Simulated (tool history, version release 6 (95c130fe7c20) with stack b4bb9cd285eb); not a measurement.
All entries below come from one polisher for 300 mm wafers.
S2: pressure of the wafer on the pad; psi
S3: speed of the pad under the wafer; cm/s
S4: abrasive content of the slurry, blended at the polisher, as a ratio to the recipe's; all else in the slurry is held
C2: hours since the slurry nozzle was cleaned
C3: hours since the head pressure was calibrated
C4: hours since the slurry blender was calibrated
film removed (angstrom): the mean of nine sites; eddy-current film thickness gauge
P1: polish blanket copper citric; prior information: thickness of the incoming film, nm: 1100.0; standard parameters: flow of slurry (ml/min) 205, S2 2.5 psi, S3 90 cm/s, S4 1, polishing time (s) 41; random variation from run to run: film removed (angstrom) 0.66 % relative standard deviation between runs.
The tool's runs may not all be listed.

Run 1, hour 7.3: flow of slurry (ml/min) 205, S2 2.5 psi, S3 90 cm/s, S4 1, polishing time (s) 41; wafers polished on this pad 570; C2 75.2; C3 549.6; C4 267.4. Result: film removed (angstrom) 618.59.
Run 2, hour 14.5: flow of slurry (ml/min) 125, S2 2.5 psi, S3 90 cm/s, S4 1, polishing time (s) 41; wafers polished on this pad 643; C2 82.4; C3 556.8; C4 274.6. Result: film removed (angstrom) 567.41.
Run 3, hour 25: flow of slurry (ml/min) 205, S2 2.5 psi, S3 90 cm/s, S4 1, polishing time (s) 41; wafers polished on this pad 749; C2 92.9; C3 567.3; C4 285.1. Result: film removed (angstrom) 607.9.
Run 4, hour 29.7: flow of slurry (ml/min) 205, S2 2.5 psi, S3 90 cm/s, S4 1, polishing time (s) 19; wafers polished on this pad 797; C2 97.6; C3 572; C4 289.8. Result: film removed (angstrom) 283.39.
Run 5, hour 36.2: flow of slurry (ml/min) 315, S2 2.5 psi, S3 90 cm/s, S4 1, polishing time (s) 41; wafers polished on this pad 862; C2 104.1; C3 578.5; C4 296.3. Result: film removed (angstrom) 641.57.
Run 6, hour 44.4: flow of slurry (ml/min) 205, S2 2.5 psi, S3 44 cm/s, S4 1, polishing time (s) 41; wafers polished on this pad 945; C2 112.3; C3 586.7; C4 304.5. Result: film removed (angstrom) 307.8.
At hour 46.3: slurry nozzle cleaned.
At hour 48.5: slurry blender recalibrated.
Run 7, hour 49.4: flow of slurry (ml/min) 205, S2 3.8 psi, S3 90 cm/s, S4 1, polishing time (s) 41; wafers polished on this pad 996; C2 3.2; C3 591.7; C4 1. Result: film removed (angstrom) 918.1.
Run 8, hour 59.1: flow of slurry (ml/min) 205, S2 2.5 psi, S3 90 cm/s, S4 1, polishing time (s) 41; wafers polished on this pad 1094; C2 12.9; C3 601.4; C4 10.7. Result: film removed (angstrom) 618.05.
Run 9, hour 68.9: flow of slurry (ml/min) 205, S2 2.5 psi, S3 90 cm/s, S4 0.75, polishing time (s) 41; wafers polished on this pad 1193; C2 22.7; C3 611.2; C4 20.5. Result: film removed (angstrom) 578.8.
Run 10, hour 79: flow of slurry (ml/min) 295, S2 2.5 psi, S3 126 cm/s, S4 1, polishing time (s) 41; wafers polished on this pad 1295; C2 32.8; C3 621.3; C4 30.6. Result: film removed (angstrom) 885.26.
Run 11, hour 88.3: flow of slurry (ml/min) 305, S2 3.5 psi, S3 90 cm/s, S4 1, polishing time (s) 41; wafers polished on this pad 1389; C2 42.1; C3 630.6; C4 39.9. Result: film removed (angstrom) 877.
Run 12, hour 94.8: flow of slurry (ml/min) 205, S2 2.5 psi, S3 90 cm/s, S4 1, polishing time (s) 41; wafers polished on this pad 1455; C2 48.6; C3 637.1; C4 46.4. Result: film removed (angstrom) 615.27.
At hour 98.2: head pressure recalibrated.
Run 13, hour 100.6: flow of slurry (ml/min) 205, S2 2.5 psi, S3 90 cm/s, S4 1, polishing time (s) 41; wafers polished on this pad 1514; C2 54.4; C3 2.5; C4 52.2. Result: film removed (angstrom) 616.2.
Run 14, hour 108.4: flow of slurry (ml/min) 205, S2 1.1 psi, S3 90 cm/s, S4 1, polishing time (s) 41; wafers polished on this pad 1593; C2 62.2; C3 10.3; C4 60. Result: film removed (angstrom) 280.5.
Run 15, hour 118.7: flow of slurry (ml/min) 205, S2 2.5 psi, S3 138 cm/s, S4 1, polishing time (s) 41; wafers polished on this pad 1697; C2 72.5; C3 20.6; C4 70.3. Result: film removed (angstrom) 919.61.
Run 16, hour 128.8: flow of slurry (ml/min) 205, S2 2.5 psi, S3 122 cm/s, S4 1.4, polishing time (s) 41; wafers polished on this pad 1799; C2 82.6; C3 30.7; C4 80.4. Result: film removed (angstrom) 898.64.
Run 17, hour 135.2: flow of slurry (ml/min) 205, S2 2.5 psi, S3 90 cm/s, S4 1, polishing time (s) 60; wafers polished on this pad 1864; C2 89; C3 37.1; C4 86.8. Result: film removed (angstrom) 900.29.
Run 18, hour 145.4: flow of slurry (ml/min) 205, S2 2.5 psi, S3 90 cm/s, S4 1.35, polishing time (s) 41; wafers polished on this pad 1967; C2 99.2; C3 47.3; C4 97. Result: film removed (angstrom) 652.93.
Run 19, hour 154.4: flow of slurry (ml/min) 205, S2 2.5 psi, S3 90 cm/s, S4 1, polishing time (s) 41; wafers polished on this pad 2058; C2 108.2; C3 56.3; C4 106. Result: film removed (angstrom) 617.14.
Run 20, hour 164.7: flow of slurry (ml/min) 205, S2 2.5 psi, S3 90 cm/s, S4 1, polishing time (s) 41; wafers polished on this pad 2162; C2 118.5; C3 66.6; C4 116.3. Result: film removed (angstrom) 583.09.
Run 21, hour 174.6: flow of slurry (ml/min) 205, S2 2.5 psi, S3 90 cm/s, S4 1, polishing time (s) 41; wafers polished on this pad 2262; C2 128.4; C3 76.5; C4 126.2. Result: film removed (angstrom) 569.71.
Run 22, hour 180.4: flow of slurry (ml/min) 205, S2 2.5 psi, S3 90 cm/s, S4 1, polishing time (s) 41; wafers polished on this pad 2321; C2 134.2; C3 82.3; C4 132. Result: film removed (angstrom) 570.3.
At hour 185.8: worn pad replaced by a new one.
Run 23, hour 190.1: flow of slurry (ml/min) 205, S2 2.5 psi, S3 90 cm/s, S4 1, polishing time (s) 41; wafers polished on this pad 43; C2 143.9; C3 92; C4 141.7. Result: film removed (angstrom) 555.95.
At hour 190.2: slurry blender recalibrated.
Run 24, hour 196: flow of slurry (ml/min) 205, S2 2.5 psi, S3 90 cm/s, S4 1, polishing time (s) 41; wafers polished on this pad 103; C2 149.8; C3 97.9; C4 5.9. Result: film removed (angstrom) 570.81.
Run 25, hour 202.9: flow of slurry (ml/min) 205, S2 2.5 psi, S3 90 cm/s, S4 1, polishing time (s) 41; wafers polished on this pad 173; C2 156.7; C3 104.8; C4 12.8. Result: film removed (angstrom) 561.59.

What P1 gives has crept away from where it was. These 2 causes fit the log equally well, each at the size given:
A: head's pressure below its setpoint, % = 8.03
B: slurry flow missing at the pad, % = 39.1
The onset of the drift is placed at about hour 154.4.
Ruled out, with reasons:
removal rate lost through wear of the pad, %: its service at hour 185.8 followed the start of the drift and did not put the process back to its old value
abrasive missing from the slurry, %: its service at hour 190.2 followed the start of the drift and did not put the process back to its old value

You are offered 4 check runs, listed below with question marks in place of their results; each one averages 5 wafers. Which run separates the listed causes by giving clearly different results for each?
Run check 1, hour 209.8: flow of slurry (ml/min) 205, S2 2.5 psi, S3 134 cm/s, S4 1.2, polishing time (s) 41. Result: film removed (angstrom) ?.
Run check 2, hour 209.8: flow of slurry (ml/min) 205, S2 2.5 psi, S3 48 cm/s, S4 1, polishing time (s) 41. Result: film removed (angstrom) ?.
Run check 3, hour 209.8: flow of slurry (ml/min) 205, S2 2.5 psi, S3 130 cm/s, S4 1, polishing time (s) 31. Result: film removed (angstrom) ?.
Run check 4, hour 209.8: flow of slurry (ml/min) 310, S2 2.5 psi, S3 90 cm/s, S4 1, polishing time (s) 19. Result: film removed (angstrom) ?.

Check results expected under each cause:
  check                   result    if A    if B
check 1  film removed (angstrom)  863.34   864.1
check 2  film removed (angstrom)  309.77  309.06
check 3  film removed (angstrom)   609.2   609.7
check 4  film removed (angstrom)     273   280.2
Separation of the two closest causes in each check, using whichever result separates them best: check 1 0.09 %; check 2 0.23 %; check 3 0.08 %; check 4 2.6 %
Only in check 4 would the causes give clearly different results; in the remaining checks their results would be nearly the same.

The results of check 4 are: film removed (angstrom) 280.31. Based on these, which of the listed causes is it?

The cause is B: slurry flow missing at the pad, %.
